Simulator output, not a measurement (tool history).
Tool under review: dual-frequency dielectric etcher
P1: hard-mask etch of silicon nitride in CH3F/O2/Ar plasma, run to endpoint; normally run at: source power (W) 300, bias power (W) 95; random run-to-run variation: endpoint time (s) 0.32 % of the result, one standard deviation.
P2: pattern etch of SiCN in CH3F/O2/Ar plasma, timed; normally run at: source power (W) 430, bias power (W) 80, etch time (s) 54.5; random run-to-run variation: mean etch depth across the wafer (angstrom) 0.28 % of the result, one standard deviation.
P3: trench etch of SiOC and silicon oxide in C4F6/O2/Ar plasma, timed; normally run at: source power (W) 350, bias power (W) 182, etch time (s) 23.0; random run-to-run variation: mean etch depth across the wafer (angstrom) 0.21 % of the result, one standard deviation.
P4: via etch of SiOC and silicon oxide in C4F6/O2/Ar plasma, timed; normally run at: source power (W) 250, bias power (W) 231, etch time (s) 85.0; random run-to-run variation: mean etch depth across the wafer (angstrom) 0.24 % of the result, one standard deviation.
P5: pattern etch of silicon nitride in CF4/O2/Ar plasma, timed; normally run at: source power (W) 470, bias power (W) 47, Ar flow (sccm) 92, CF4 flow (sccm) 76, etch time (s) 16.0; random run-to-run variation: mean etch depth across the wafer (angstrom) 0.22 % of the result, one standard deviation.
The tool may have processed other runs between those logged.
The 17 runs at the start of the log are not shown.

run	day	process that ran	source power (W)	bias power (W)	etch time (s)	Ar flow (sccm)	CF4 flow (sccm)	hours since the last wet clean	hours since the last source power generator calibration	hours since the last bias power generator calibration	endpoint time (s)	mean etch depth across the wafer (angstrom)
18	3.988	P1	300	61				577.3	471.8	1978.9	63.914	
19	4.167	P2	430	80	54.5			581.6	476.1	1983.2		220.48
20	4.417	P1	210	120				587.6	482.1	1989.2	57.441	
21	4.621	P4	250	231	85.0			592.5	487.0	1994.1		857.98
22	4.908	P3	350	232	23.0			599.4	493.9	2001.0		461.12
23	5.200	P4	250	231	56.0			606.4	500.9	2008.0		567.37
24	5.504	P1	300	95				613.7	508.2	2015.3	54.426	
25	5.646	P5	300	47	16.0	92	76	617.1	511.6	2018.7		186.59
26	5.929	P2	430	80	54.5			623.9	518.4	2025.5		221.34
27	6.204	P2	430	80	80.0			630.5	525.0	2032.1		324.61
28	6.429	P1	170	95				635.9	530.4	2037.5	67.424	
29	6.679	P3	460	182	23.0			641.9	536.4	2043.5		472.25
30	6.838	P1	380	95				645.7	540.2	2047.3	50.253	
31	7.138	P2	430	101	54.5			652.9	547.4	2054.5		242.45
32	7.338	P1	300	95				657.7	552.2	2059.3	54.709	
33	7.600	P1	300	95				664.0	558.5	2065.6	54.212	
34	7.792	P1	300	95				668.6	563.1	2070.2	54.176	
35	7.946	P1	300	95				672.3	566.8	2073.9	54.181	
# day 8.050: wet clean of the chamber
36	8.150	P1	300	95				2.5	571.7	2078.8	54.075	
37	8.392	P1	300	95				8.3	577.5	2084.6	53.601	

Run 38 comes next. What will it give?
38	8.617	P1	300	95				13.7	582.9	2090.0	?	

Run 38 gave endpoint time (s) 53.961.
